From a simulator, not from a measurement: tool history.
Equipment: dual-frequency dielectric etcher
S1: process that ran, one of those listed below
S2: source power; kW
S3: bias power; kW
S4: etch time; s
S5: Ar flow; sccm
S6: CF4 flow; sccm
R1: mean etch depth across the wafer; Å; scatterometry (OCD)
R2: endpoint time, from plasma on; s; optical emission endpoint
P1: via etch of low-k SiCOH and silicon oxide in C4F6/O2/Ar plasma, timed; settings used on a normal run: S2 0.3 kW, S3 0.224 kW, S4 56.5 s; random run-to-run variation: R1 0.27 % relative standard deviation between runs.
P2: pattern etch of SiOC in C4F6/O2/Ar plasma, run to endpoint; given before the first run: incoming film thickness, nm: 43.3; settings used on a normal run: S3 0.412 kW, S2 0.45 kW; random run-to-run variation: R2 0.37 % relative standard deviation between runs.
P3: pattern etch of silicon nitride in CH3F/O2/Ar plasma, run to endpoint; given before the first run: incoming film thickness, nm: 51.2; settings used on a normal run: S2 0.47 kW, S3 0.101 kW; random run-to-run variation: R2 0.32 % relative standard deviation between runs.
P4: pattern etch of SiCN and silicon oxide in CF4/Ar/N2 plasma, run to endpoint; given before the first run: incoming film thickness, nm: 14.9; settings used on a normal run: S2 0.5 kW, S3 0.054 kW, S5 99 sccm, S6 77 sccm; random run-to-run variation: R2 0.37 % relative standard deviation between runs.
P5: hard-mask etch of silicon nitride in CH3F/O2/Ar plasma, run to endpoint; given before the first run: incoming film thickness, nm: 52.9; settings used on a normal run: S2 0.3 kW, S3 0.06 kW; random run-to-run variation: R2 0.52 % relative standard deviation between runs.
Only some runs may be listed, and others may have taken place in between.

run 1 hour=4.2 | S1=P1 S2=0.3 S3=0.224 S4=56.5 | R1=1533.9
run 2 hour=8.9 | S1=P3 S2=0.47 S3=0.066 | R2=71.427
run 3 hour=13.2 | S1=P5 S2=0.17 S3=0.06 | R2=115.58
run 4 hour=18.1 | S1=P4 S2=0.35 S3=0.054 S5=99 S6=77 | R2=23.067
run 5 hour=21.8 | S1=P1 S2=0.3 S3=0.224 S4=56.5 | R1=1524.4
run 6 hour=26 | S1=P1 S2=0.39 S3=0.224 S4=56.5 | R1=1687.6
run 7 hour=31.5 | S1=P1 S2=0.3 S3=0.224 S4=84 | R1=2275.9
run 8 hour=36 | S1=P1 S2=0.3 S3=0.224 S4=56.5 | R1=1539.8
run 9 hour=40.9 | S1=P1 S2=0.3 S3=0.224 S4=36.5 | R1=985.24
run 10 hour=44.3 | S1=P1 S2=0.3 S3=0.224 S4=56.5 | R1=1537.1
run 11 hour=48.2 | S1=P3 S2=0.47 S3=0.101 | R2=61.535
run 12 hour=51.9 | S1=P5 S2=0.3 S3=0.037 | R2=108.02
run 13 hour=55.9 | S1=P1 S2=0.3 S3=0.224 S4=56.5 | R1=1528.7
run 14 hour=60.5 | S1=P5 S2=0.3 S3=0.06 | R2=92.567
run 15 hour=65 | S1=P2 S2=0.45 S3=0.519 | R2=14.144
run 16 hour=69.9 | S1=P4 S2=0.5 S3=0.031 S5=99 S6=77 | R2=19.647
run 17 hour=72.9 | S1=P2 S2=0.45 S3=0.412 | R2=15.359
run 18 hour=75.7 | S1=P1 S2=0.3 S3=0.158 S4=56.5 | R1=1358.9
run 19 hour=80.2 | S1=P4 S2=0.5 S3=0.054 S5=119 S6=77 | R2=17.196
run 20 hour=84.1 | S1=P1 S2=0.23 S3=0.224 S4=72.5 | R1=1777
run 21 hour=88.4 | S1=P1 S2=0.3 S3=0.299 S4=56.5 | R1=1685.2
run 22 hour=93.2 | S1=P2 S2=0.63 S3=0.412 | R2=13.533
run 23 hour=96.7 | S1=P1 S2=0.3 S3=0.309 S4=35 | R1=1056.4
run 24 hour=100.5 | S1=P3 S2=0.28 S3=0.101 | R2=73.994
run 25 hour=104.8 | S1=P1 S2=0.18 S3=0.224 S4=56.5 | R1=1262
run 26 hour=108.7 | S1=P5 S2=0.3 S3=0.06 | R2=93.525
run 27 hour=113 | S1=P4 S2=0.5 S3=0.054 S5=99 S6=77 | R2=16.822
run 28 hour=118.9 | S1=P4 S2=0.5 S3=0.054 S5=99 S6=101 | R2=15.967
run 29 hour=122.3 | S1=P2 S2=0.45 S3=0.412 | R2=15.358
run 30 hour=128.1 | S1=P1 S2=0.3 S3=0.224 S4=56.5 | R1=1527
run 31 hour=131.6 | S1=P1 S2=0.3 S3=0.224 S4=56.5 | R1=1542.9
run 32 hour=134.3 | S1=P1 S2=0.3 S3=0.224 S4=56.5 | R1=1534.7
run 33 hour=139.1 | S1=P1 S2=0.3 S3=0.224 S4=56.5 | R1=1548.8
run 34 hour=143.9 | S1=P1 S2=0.3 S3=0.224 S4=56.5 | R1=1555
run 35 hour=149.2 | S1=P1 S2=0.3 S3=0.224 S4=56.5 | R1=1551.5
-- hour=151.9 wet clean of the chamber
run 36 hour=152.5 | S1=P1 S2=0.3 S3=0.224 S4=56.5 | R1=1551.3
run 37 hour=157 | S1=P1 S2=0.3 S3=0.224 S4=56.5 | R1=1544.9
run 38 hour=161.2 | S1=P1 S2=0.3 S3=0.224 S4=56.5 | R1=1553.4

What does the tool deliver on the next run?
run 39 hour=165.3 | S1=P1 S2=0.3 S3=0.224 S4=56.5 | R1=?

Run 39 yielded R1 1549.7 Å.

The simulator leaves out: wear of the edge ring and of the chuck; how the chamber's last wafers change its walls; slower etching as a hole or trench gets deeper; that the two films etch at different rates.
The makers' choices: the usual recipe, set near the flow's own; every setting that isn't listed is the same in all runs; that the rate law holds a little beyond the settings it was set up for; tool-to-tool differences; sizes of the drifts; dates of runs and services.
